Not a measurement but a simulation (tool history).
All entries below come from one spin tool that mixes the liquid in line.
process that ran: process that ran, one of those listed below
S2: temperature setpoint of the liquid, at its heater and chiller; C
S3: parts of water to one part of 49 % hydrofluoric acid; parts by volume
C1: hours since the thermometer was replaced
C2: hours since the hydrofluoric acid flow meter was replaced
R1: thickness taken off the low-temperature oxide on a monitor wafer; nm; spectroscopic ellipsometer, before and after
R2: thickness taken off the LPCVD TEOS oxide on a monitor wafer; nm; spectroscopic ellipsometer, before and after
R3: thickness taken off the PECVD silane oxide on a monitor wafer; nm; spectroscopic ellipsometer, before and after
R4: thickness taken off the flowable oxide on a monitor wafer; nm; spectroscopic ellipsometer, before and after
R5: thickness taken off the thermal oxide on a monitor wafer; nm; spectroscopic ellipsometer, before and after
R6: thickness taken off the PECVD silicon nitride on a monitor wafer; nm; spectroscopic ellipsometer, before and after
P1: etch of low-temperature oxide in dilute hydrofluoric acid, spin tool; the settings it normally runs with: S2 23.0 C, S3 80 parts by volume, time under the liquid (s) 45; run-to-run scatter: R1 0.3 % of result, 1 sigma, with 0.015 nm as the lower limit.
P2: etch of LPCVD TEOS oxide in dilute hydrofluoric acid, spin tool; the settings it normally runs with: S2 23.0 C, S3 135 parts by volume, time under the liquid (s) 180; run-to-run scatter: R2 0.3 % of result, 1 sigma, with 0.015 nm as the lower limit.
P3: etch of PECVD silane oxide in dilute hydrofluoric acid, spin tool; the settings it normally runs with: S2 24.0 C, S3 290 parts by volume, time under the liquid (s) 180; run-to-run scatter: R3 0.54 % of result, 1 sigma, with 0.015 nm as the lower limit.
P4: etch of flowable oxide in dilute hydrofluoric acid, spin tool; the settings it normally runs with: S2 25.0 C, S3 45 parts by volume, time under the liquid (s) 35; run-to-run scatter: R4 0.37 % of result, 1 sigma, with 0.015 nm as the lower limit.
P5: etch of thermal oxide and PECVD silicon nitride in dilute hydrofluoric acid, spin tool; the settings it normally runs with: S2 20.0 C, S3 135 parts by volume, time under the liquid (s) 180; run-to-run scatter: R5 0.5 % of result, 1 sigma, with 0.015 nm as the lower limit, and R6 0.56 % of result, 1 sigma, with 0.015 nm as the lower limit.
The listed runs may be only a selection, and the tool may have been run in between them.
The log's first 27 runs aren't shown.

{"run": 28, "hour": 316.8, "process that ran": "P3", "S2": 24.0, "S3": 290, "time under the liquid (s)": 40, "C1": 1348.6, "C2": 100.1, "R3": 1.8239}
{"run": 29, "hour": 324.5, "process that ran": "P4", "S2": 25.0, "S3": 45, "time under the liquid (s)": 50, "C1": 1356.3, "C2": 107.8, "R4": 87.372}
{"run": 30, "hour": 336.5, "process that ran": "P1", "S2": 23.0, "S3": 80, "time under the liquid (s)": 45, "C1": 1368.3, "C2": 119.8, "R1": 7.5694}
{"run": 31, "hour": 348.1, "process that ran": "P1", "S2": 23.0, "S3": 110, "time under the liquid (s)": 45, "C1": 1379.9, "C2": 131.4, "R1": 5.2774}
{"run": 32, "hour": 363.0, "process that ran": "P5", "S2": 20.0, "S3": 135, "time under the liquid (s)": 90, "C1": 1394.8, "C2": 146.3, "R5": 2.4754, "R6": 2.3042}
{"run": 33, "hour": 372.9, "process that ran": "P1", "S2": 23.0, "S3": 80, "time under the liquid (s)": 45, "C1": 1404.7, "C2": 156.2, "R1": 7.5273}
{"run": 34, "hour": 383.7, "process that ran": "P1", "S2": 23.0, "S3": 80, "time under the liquid (s)": 45, "C1": 1415.5, "C2": 167.0, "R1": 7.8604}
{"run": 35, "hour": 392.0, "process that ran": "P1", "S2": 23.0, "S3": 80, "time under the liquid (s)": 45, "C1": 1423.8, "C2": 175.3, "R1": 7.9733}
{"run": 36, "hour": 404.5, "process that ran": "P1", "S2": 23.0, "S3": 80, "time under the liquid (s)": 45, "C1": 1436.3, "C2": 187.8, "R1": 8.16}

Expected results for the next run?
{"run": 37, "hour": 418.1, "process that ran": "P1", "S2": 23.0, "S3": 80, "time under the liquid (s)": 45, "C1": 1449.9, "C2": 201.4, "R1": "?"}

{"run 37": {"R1": 8.2245}}

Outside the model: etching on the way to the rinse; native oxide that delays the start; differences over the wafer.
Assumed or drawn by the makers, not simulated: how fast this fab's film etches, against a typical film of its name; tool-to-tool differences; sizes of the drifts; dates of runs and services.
